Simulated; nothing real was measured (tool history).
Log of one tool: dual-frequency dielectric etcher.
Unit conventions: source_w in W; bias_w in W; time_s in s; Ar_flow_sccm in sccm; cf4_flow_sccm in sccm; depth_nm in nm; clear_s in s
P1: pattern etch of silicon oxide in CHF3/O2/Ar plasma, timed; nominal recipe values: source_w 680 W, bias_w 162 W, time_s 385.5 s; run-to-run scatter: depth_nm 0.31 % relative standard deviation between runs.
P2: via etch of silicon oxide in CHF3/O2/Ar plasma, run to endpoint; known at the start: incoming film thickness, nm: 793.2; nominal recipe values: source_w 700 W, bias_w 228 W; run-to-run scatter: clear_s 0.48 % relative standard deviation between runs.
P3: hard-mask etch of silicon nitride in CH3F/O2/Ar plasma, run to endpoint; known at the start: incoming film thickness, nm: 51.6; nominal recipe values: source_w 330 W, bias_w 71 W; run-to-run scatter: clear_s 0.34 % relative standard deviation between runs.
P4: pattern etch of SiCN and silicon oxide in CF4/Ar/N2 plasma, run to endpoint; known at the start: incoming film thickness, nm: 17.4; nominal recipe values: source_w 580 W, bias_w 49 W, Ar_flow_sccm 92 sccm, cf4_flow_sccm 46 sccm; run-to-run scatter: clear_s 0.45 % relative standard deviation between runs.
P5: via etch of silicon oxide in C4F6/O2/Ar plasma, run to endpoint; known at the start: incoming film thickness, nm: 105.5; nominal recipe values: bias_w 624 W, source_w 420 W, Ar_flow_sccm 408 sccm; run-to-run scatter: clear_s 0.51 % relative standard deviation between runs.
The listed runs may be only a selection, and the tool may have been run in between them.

run   hour  process  source_w  bias_w  time_s  Ar_flow_sccm  cf4_flow_sccm  hours since the last wet clean  hours since the last source power generator calibration  hours since the last bias power generator calibration  depth_nm  clear_s
  1    4.0       P1       680     162   385.5                                                        315.5                                                   1414.6                                                 1336.6    742.89
  2   12.7       P1       680     196   385.5                                                        324.2                                                   1423.3                                                 1345.3    787.89
  3   22.0       P4       580      49                    92             65                           333.5                                                   1432.6                                                 1354.6             18.271
  4   27.4       P5       340     624                   408                                          338.9                                                   1438.0                                                 1360.0             23.709
  5   33.2       P5       420     450                   408                                          344.7                                                   1443.8                                                 1365.8             24.562
  6   39.4       P4       580      49                   128             46                           350.9                                                   1450.0                                                 1372.0             20.774
  7   47.0       P3       330      71                                                                358.5                                                   1457.6                                                 1379.6             78.564
  8   53.6       P4       580      49                    92             46                           365.1                                                   1464.2                                                 1386.2             19.625
  9   62.3       P2       970     228                                                                373.8                                                   1472.9                                                 1394.9            303.440
 10   70.8       P5       420     624                   408                                          382.3                                                   1481.4                                                 1403.4             21.997
 11   77.3       P1       410     162   385.5                                                        388.8                                                   1487.9                                                 1409.9    614.03
 12   82.4       P3       330      50                                                                393.9                                                   1493.0                                                 1415.0             88.057
 13   91.5       P1       680     162   385.5                                                        403.0                                                   1502.1                                                 1424.1    743.33
 14   97.0       P4       580      39                    92             46                           408.5                                                   1507.6                                                 1429.6             20.865
 15  103.6       P3       330      71                                                                415.1                                                   1514.2                                                 1436.2             78.433
 16  107.7       P1       680     162   385.5                                                        419.2                                                   1518.3                                                 1440.3    741.97
 17  116.6       P5       420     624                   326                                          428.1                                                   1527.2                                                 1449.2             21.283
 18  123.8       P3       230      71                                                                435.3                                                   1534.4                                                 1456.4             90.271
 19  131.5       P4       380      49                    92             46                           443.0                                                   1542.1                                                 1464.1             28.308
 20  136.2       P1       880     162   385.5                                                        447.7                                                   1546.8                                                 1468.8    818.37
 21  140.3       P1       680     162   262.5                                                        451.8                                                   1550.9                                                 1472.9    504.83
 22  146.6       P1       680     162   569.0                                                        458.1                                                   1557.2                                                 1479.2   1092.10
     150.2  -- wet clean of the chamber
 23  151.8       P1       680     162   385.5                                                          1.7                                                   1562.4                                                 1484.4    741.22
 24  160.2       P2       700     228                                                                 10.1                                                   1570.8                                                 1492.8            341.810
 25  164.4       P1       680     105   385.5                                                         14.3                                                   1575.0                                                 1497.0    645.15
 26  173.6       P1       680     101   214.0                                                         23.5                                                   1584.2                                                 1506.2    356.40
 27  180.0       P2       700     312                                                                 29.9                                                   1590.6                                                 1512.6            305.380
 28  186.3       P1       680     162   385.5                                                         36.2                                                   1596.9                                                 1518.9    737.95
 29  192.6       P1       680     162   385.5                                                         42.5                                                   1603.2                                                 1525.2    744.05
 30  199.6       P1       680     162   385.5                                                         49.5                                                   1610.2                                                 1532.2    738.42
 31  208.4       P1       680     162   385.5                                                         58.3                                                   1619.0                                                 1541.0    734.37
     213.9  -- wet clean of the chamber
 32  217.3       P1       680     162   385.5                                                          3.4                                                   1627.9                                                 1549.9    732.06
 33  224.9       P1       680     162   385.5                                                         11.0                                                   1635.5                                                 1557.5    727.26
 34  230.6       P1       680     162   385.5                                                         16.7                                                   1641.2                                                 1563.2    728.90
 35  235.7       P1       680     162   385.5                                                         21.8                                                   1646.3                                                 1568.3    731.40

What P1 gives has crept away from where it was. These 2 causes fit the log equally well, each at the size given:
A: source power that arrives under what is set, % = 3.99
B: bias power that arrives under what is set, % = 4.73
The gradual shift began around hour 192.6.
Other possible causes, and why each is ruled out:
chamber walls in a state that lowers the etch rate, %: work on it at hour 213.9, done after the drift set in, did not restore what the process gave before

Each of the check runs listed below is run on 3 wafers and reports their average, with the results left as question marks. Pick the one under which the possible causes would lead to clearly different results.
check 1  240.8       P4       580      49                   114             62                                                                                                                                                                  ?
check 2  240.8       P2       900     298                                                                                                                                                                                                       ?
check 3  240.8       P3       280      71                                                                                                                                                                                                       ?
check 4  240.8       P5       360     624                   408                                                                                                                                                                                 ?

If the cause were each of the candidates in turn, the checks would give the following:
  check   result     if A     if B
check 1  clear_s   19.929   19.513
check 2  clear_s  287.160  287.760
check 3  clear_s   84.809   84.945
check 4  clear_s   23.527   23.618
Gap, in per cent, between the two causes that each check separates least, read from the result that separates them most: check 1 2.11 %; check 2 0.21 %; check 3 0.16 %; check 4 0.39 %
The causes can be told apart only by check 1. The other checks would give nearly the same results under each of them.

Here is what check 1 returned: clear_s 19.568 s. Which cause is it?

The correct cause is B, namely: bias power that arrives under what is set, %.
